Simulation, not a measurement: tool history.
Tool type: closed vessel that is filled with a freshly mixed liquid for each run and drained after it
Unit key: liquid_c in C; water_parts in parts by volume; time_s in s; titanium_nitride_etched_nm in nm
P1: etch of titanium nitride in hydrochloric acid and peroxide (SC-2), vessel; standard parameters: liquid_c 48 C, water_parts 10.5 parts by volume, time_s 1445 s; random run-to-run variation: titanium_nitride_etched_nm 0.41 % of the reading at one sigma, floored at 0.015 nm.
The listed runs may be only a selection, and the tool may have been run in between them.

run	day	liquid_c	water_parts	time_s	hours since the thermometer was replaced	hours since the chemicals flow meter was replaced	hours since the drum of peroxide was connected	titanium_nitride_etched_nm
1	0.658	48	10.5	1445	1415.2	268.7	129	53.06
2	1.346	35	10.5	1445	1431.7	285.2	145.5	21.355
3	2.017	48	10.5	1445	1447.8	301.3	161.6	52.961
4	2.662	48	10.5	1445	1463.3	316.8	177.1	53.122
5	2.992	48	4	1445	1471.2	324.7	185	109.9
6	3.504	48	4.5	2720	1483.5	337	197.3	191.45
7	4.188	48	10.5	1445	1499.9	353.4	213.7	52.755
8	4.746	48	10.5	1445	1513.3	366.8	227.1	52.789
9	5.146	64.5	10.5	1445	1522.9	376.4	236.7	153.29
10	5.629	48	10.5	30	1534.5	388	248.3	1.097
11	6.117	48	10.5	2480	1546.2	399.7	260	91.345
12	6.812	48	18	1445	1562.9	416.4	276.7	33.185
13	7.517	48	10.5	1445	1579.8	433.3	293.6	53.078
14	8.229	48	10.5	1445	1596.9	450.4	310.7	53.191
15	8.575	48	10.5	1445	1605.2	458.7	319	53.995
16	8.996	48	10.5	1445	1615.3	468.8	329.1	55.172
17	9.542	48	10.5	1445	1628.4	481.9	342.2	56.468
18	9.946	48	10.5	1445	1638.1	491.6	351.9	56.924
19	10.567	48	10.5	1445	1653	506.5	366.8	56.912
20	11.158	48	10.5	1445	1667.2	520.7	381	57.129
21	11.662	48	10.5	1445	1679.3	532.8	393.1	57.071
22	12.238	48	10.5	1445	1693.1	546.6	406.9	57.444

What P1 gives has crept away from where it was. These 2 causes fit the log equally well, each at the size given:
A: chemicals flow above the setpoint (%) = 9.43
B: liquid hotter than its thermometer reads (K) = 1.12
The process output started creeping at around day 8.229.
Every other cause this tool's parts could produce, and why it does not fit the log:
peroxide weaker than its label (%): capped at 8; at that size titanium_nitride_etched_nm would change by -7.4 %, too little to explain the creep or opposite to it

Below are 4 check runs, each averaged over 2 wafers, with their results shown as question marks. Which of them would give clearly different results depending on which cause is behind the drift?
check 1	12.812	35	4	1445				?
check 2	12.812	35	10.5	270				?
check 3	12.812	64	10.5	70				?
check 4	12.812	35	17.5	1445				?

If the cause were each of the candidates in turn, the checks would give the following:
check	result	if A	if B
check 1	titanium_nitride_etched_nm	47.045	48.12
check 2	titanium_nitride_etched_nm	4.2872	4.3159
check 3	titanium_nitride_etched_nm	7.7619	7.7095
check 4	titanium_nitride_etched_nm	14.786	14.806
Gap, in per cent, between the two causes that each check separates least, read from the result that separates them most: check 1 2.26 %; check 2 0.67 %; check 3 0.68 %; check 4 0.13 %
The other checks would show nearly matching results whichever cause is true, so check 1 is the only one that separates the causes.

Check 1 was then run and gave: titanium_nitride_etched_nm 47.097 nm. Which cause is it?

Of the candidate causes, it is A: chemicals flow above the setpoint (%).
